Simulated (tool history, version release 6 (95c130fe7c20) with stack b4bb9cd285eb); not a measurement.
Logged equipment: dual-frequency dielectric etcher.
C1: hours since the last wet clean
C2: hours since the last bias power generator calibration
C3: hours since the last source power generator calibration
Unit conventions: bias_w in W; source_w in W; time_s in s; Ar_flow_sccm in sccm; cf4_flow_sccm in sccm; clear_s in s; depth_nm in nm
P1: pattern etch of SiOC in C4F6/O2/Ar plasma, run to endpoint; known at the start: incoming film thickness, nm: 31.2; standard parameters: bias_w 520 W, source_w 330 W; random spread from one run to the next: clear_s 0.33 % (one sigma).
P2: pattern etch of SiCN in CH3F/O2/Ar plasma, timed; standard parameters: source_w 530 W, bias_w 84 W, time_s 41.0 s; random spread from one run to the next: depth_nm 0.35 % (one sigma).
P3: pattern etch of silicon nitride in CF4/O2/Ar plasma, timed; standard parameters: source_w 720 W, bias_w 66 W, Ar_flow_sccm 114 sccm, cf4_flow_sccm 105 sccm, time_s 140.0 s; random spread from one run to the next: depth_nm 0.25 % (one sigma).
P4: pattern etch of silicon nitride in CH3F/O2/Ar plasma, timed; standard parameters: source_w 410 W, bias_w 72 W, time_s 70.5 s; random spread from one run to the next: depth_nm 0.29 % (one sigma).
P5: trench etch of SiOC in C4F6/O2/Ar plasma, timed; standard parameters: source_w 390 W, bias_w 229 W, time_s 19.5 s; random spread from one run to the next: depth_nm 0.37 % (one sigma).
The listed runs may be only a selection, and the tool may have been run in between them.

{"run": 1, "day": 0.171, "process": "P1", "bias_w": 520, "source_w": 330, "C1": 302.5, "C2": 1467.9, "C3": 2955.5, "clear_s": 10.613}
{"run": 2, "day": 0.35, "process": "P1", "bias_w": 410, "source_w": 210, "C1": 306.8, "C2": 1472.2, "C3": 2959.8, "clear_s": 13.819}
{"run": 3, "day": 0.533, "process": "P2", "bias_w": 84, "source_w": 530, "time_s": 22.5, "C1": 311.2, "C2": 1476.6, "C3": 2964.2, "depth_nm": 9.6637}
{"run": 4, "day": 0.75, "process": "P5", "bias_w": 154, "source_w": 390, "time_s": 19.5, "C1": 316.4, "C2": 1481.8, "C3": 2969.4, "depth_nm": 38.891}
{"day": 0.804, "done": "wet clean of the chamber"}
{"run": 5, "day": 0.888, "process": "P1", "bias_w": 621, "source_w": 330, "C1": 2.1, "C2": 1485.1, "C3": 2972.7, "clear_s": 9.9991}
{"run": 6, "day": 1.096, "process": "P1", "bias_w": 520, "source_w": 240, "C1": 7.1, "C2": 1490.1, "C3": 2977.7, "clear_s": 12.032}
{"run": 7, "day": 1.233, "process": "P4", "bias_w": 59, "source_w": 410, "time_s": 70.5, "C1": 10.4, "C2": 1493.4, "C3": 2981.0, "depth_nm": 47.246}
{"run": 8, "day": 1.35, "process": "P1", "bias_w": 520, "source_w": 420, "C1": 13.2, "C2": 1496.2, "C3": 2983.8, "clear_s": 9.7718}
{"run": 9, "day": 1.479, "process": "P5", "bias_w": 229, "source_w": 390, "time_s": 25.0, "C1": 16.3, "C2": 1499.3, "C3": 2986.9, "depth_nm": 56.154}
{"run": 10, "day": 1.65, "process": "P4", "bias_w": 72, "source_w": 410, "time_s": 70.5, "C1": 20.4, "C2": 1503.4, "C3": 2991.0, "depth_nm": 50.584}
{"run": 11, "day": 1.829, "process": "P4", "bias_w": 72, "source_w": 280, "time_s": 70.5, "C1": 24.7, "C2": 1507.7, "C3": 2995.3, "depth_nm": 43.81}
{"run": 12, "day": 2.038, "process": "P3", "bias_w": 66, "source_w": 720, "time_s": 140.0, "Ar_flow_sccm": 114, "cf4_flow_sccm": 146, "C1": 29.7, "C2": 1512.7, "C3": 3000.3, "depth_nm": 420.0}
{"run": 13, "day": 2.221, "process": "P1", "bias_w": 520, "source_w": 330, "C1": 34.1, "C2": 1517.1, "C3": 3004.7, "clear_s": 10.645}
{"run": 14, "day": 2.425, "process": "P1", "bias_w": 359, "source_w": 330, "C1": 39.0, "C2": 1522.0, "C3": 3009.6, "clear_s": 12.285}
{"run": 15, "day": 2.592, "process": "P3", "bias_w": 66, "source_w": 720, "time_s": 189.0, "Ar_flow_sccm": 114, "cf4_flow_sccm": 105, "C1": 43.0, "C2": 1526.0, "C3": 3013.6, "depth_nm": 547.76}
{"run": 16, "day": 2.767, "process": "P1", "bias_w": 520, "source_w": 330, "C1": 47.2, "C2": 1530.2, "C3": 3017.8, "clear_s": 10.687}
{"run": 17, "day": 2.971, "process": "P1", "bias_w": 520, "source_w": 330, "C1": 52.1, "C2": 1535.1, "C3": 3022.7, "clear_s": 10.731}
{"run": 18, "day": 3.138, "process": "P1", "bias_w": 520, "source_w": 330, "C1": 56.1, "C2": 1539.1, "C3": 3026.7, "clear_s": 10.636}
{"run": 19, "day": 3.304, "process": "P2", "bias_w": 84, "source_w": 320, "time_s": 41.0, "C1": 60.1, "C2": 1543.1, "C3": 3030.7, "depth_nm": 14.669}
{"run": 20, "day": 3.5, "process": "P4", "bias_w": 72, "source_w": 410, "time_s": 70.5, "C1": 64.8, "C2": 1547.8, "C3": 3035.4, "depth_nm": 50.515}
{"run": 21, "day": 3.696, "process": "P2", "bias_w": 116, "source_w": 530, "time_s": 41.0, "C1": 69.5, "C2": 1552.5, "C3": 3040.1, "depth_nm": 19.772}
{"run": 22, "day": 3.838, "process": "P1", "bias_w": 520, "source_w": 330, "C1": 72.9, "C2": 1555.9, "C3": 3043.5, "clear_s": 10.662}
{"run": 23, "day": 3.962, "process": "P2", "bias_w": 84, "source_w": 530, "time_s": 41.0, "C1": 75.9, "C2": 1558.9, "C3": 3046.5, "depth_nm": 17.609}
{"run": 24, "day": 4.154, "process": "P3", "bias_w": 50, "source_w": 720, "time_s": 140.0, "Ar_flow_sccm": 114, "cf4_flow_sccm": 105, "C1": 80.5, "C2": 1563.5, "C3": 3051.1, "depth_nm": 365.87}
{"run": 25, "day": 4.321, "process": "P5", "bias_w": 229, "source_w": 490, "time_s": 19.5, "C1": 84.5, "C2": 1567.5, "C3": 3055.1, "depth_nm": 48.309}
{"run": 26, "day": 4.433, "process": "P5", "bias_w": 229, "source_w": 390, "time_s": 19.5, "C1": 87.2, "C2": 1570.2, "C3": 3057.8, "depth_nm": 43.891}
{"run": 27, "day": 4.6, "process": "P5", "bias_w": 229, "source_w": 390, "time_s": 19.5, "C1": 91.2, "C2": 1574.2, "C3": 3061.8, "depth_nm": 44.471}
{"run": 28, "day": 4.733, "process": "P3", "bias_w": 66, "source_w": 720, "time_s": 140.0, "Ar_flow_sccm": 114, "cf4_flow_sccm": 105, "C1": 94.4, "C2": 1577.4, "C3": 3065.0, "depth_nm": 405.53}
{"run": 29, "day": 4.883, "process": "P3", "bias_w": 66, "source_w": 720, "time_s": 140.0, "Ar_flow_sccm": 114, "cf4_flow_sccm": 105, "C1": 98.0, "C2": 1581.0, "C3": 3068.6, "depth_nm": 404.43}
{"run": 30, "day": 4.992, "process": "P3", "bias_w": 66, "source_w": 470, "time_s": 140.0, "Ar_flow_sccm": 114, "cf4_flow_sccm": 105, "C1": 100.6, "C2": 1583.6, "C3": 3071.2, "depth_nm": 281.59}
{"run": 31, "day": 5.129, "process": "P1", "bias_w": 520, "source_w": 330, "C1": 103.9, "C2": 1586.9, "C3": 3074.5, "clear_s": 10.757}
{"run": 32, "day": 5.308, "process": "P3", "bias_w": 66, "source_w": 720, "time_s": 140.0, "Ar_flow_sccm": 146, "cf4_flow_sccm": 105, "C1": 108.2, "C2": 1591.2, "C3": 3078.8, "depth_nm": 393.54}
{"run": 33, "day": 5.475, "process": "P1", "bias_w": 614, "source_w": 280, "C1": 112.2, "C2": 1595.2, "C3": 3082.8, "clear_s": 10.619}
{"run": 34, "day": 5.575, "process": "P4", "bias_w": 72, "source_w": 410, "time_s": 105.5, "C1": 114.6, "C2": 1597.6, "C3": 3085.2, "depth_nm": 75.658}
{"run": 35, "day": 5.762, "process": "P1", "bias_w": 520, "source_w": 330, "C1": 119.1, "C2": 1602.1, "C3": 3089.7, "clear_s": 10.713}
{"run": 36, "day": 5.958, "process": "P1", "bias_w": 520, "source_w": 330, "C1": 123.8, "C2": 1606.8, "C3": 3094.4, "clear_s": 10.51}
{"run": 37, "day": 6.146, "process": "P1", "bias_w": 520, "source_w": 330, "C1": 128.3, "C2": 1611.3, "C3": 3098.9, "clear_s": 10.491}
{"run": 38, "day": 6.371, "process": "P1", "bias_w": 520, "source_w": 330, "C1": 133.7, "C2": 1616.7, "C3": 3104.3, "clear_s": 10.571}
{"day": 6.558, "done": "wet clean of the chamber"}
{"run": 39, "day": 6.575, "process": "P1", "bias_w": 520, "source_w": 330, "C1": 0.5, "C2": 1621.6, "C3": 3109.2, "clear_s": 10.491}
{"run": 40, "day": 6.725, "process": "P1", "bias_w": 520, "source_w": 330, "C1": 4.1, "C2": 1625.2, "C3": 3112.8, "clear_s": 10.501}
{"run": 41, "day": 6.904, "process": "P1", "bias_w": 520, "source_w": 330, "C1": 8.4, "C2": 1629.5, "C3": 3117.1, "clear_s": 10.503}

The output of P1 has drifted from where it used to be. Each of the 2 causes below, taken at the size shown beside it, accounts for the log equally well:
A: bias power that arrives over what is set, % = 4.44
B: source power that arrives over what is set, % = 4.6
The gradual shift began around day 5.762.
The rest of the possible causes, and what rules out each one:
chamber walls in a state that raises the etch rate, %: serviced at day 6.558, which brought nothing back

Below are 4 check runs, each on a single wafer, with their results shown as question marks. Which of them would tell the listed causes apart, meaning the causes would give clearly different results under it?
{"run": "check 1", "day": 7.083, "process": "P3", "bias_w": 66, "source_w": 720, "time_s": 140.0, "Ar_flow_sccm": 114, "cf4_flow_sccm": 105, "depth_nm": "?"}
{"run": "check 2", "day": 7.083, "process": "P4", "bias_w": 72, "source_w": 410, "time_s": 70.5, "depth_nm": "?"}
{"run": "check 3", "day": 7.083, "process": "P5", "bias_w": 229, "source_w": 390, "time_s": 19.5, "depth_nm": "?"}
{"run": "check 4", "day": 7.083, "process": "P2", "bias_w": 84, "source_w": 530, "time_s": 41.0, "depth_nm": "?"}

Predicted outcomes, by check and by cause:
check=check_1 result=depth_nm if_A=412.9500 if_B=422.1500
check=check_2 result=depth_nm if_A=51.2570 if_B=51.3670
check=check_3 result=depth_nm if_A=44.6850 if_B=44.8070
check=check_4 result=depth_nm if_A=17.9050 if_B=17.9280
Distance between the nearest two causes, measured in the result of the check that separates them most: check 1 2.2 %; check 2 0.22 %; check 3 0.27 %; check 4 0.13 %
Check 1 tells the causes apart: in the others they would give nearly the same result.

Check 1 was carried out, with these results: depth_nm 412.0400 nm. Which of the listed causes is responsible?

A is the cause: bias power that arrives over what is set, %.
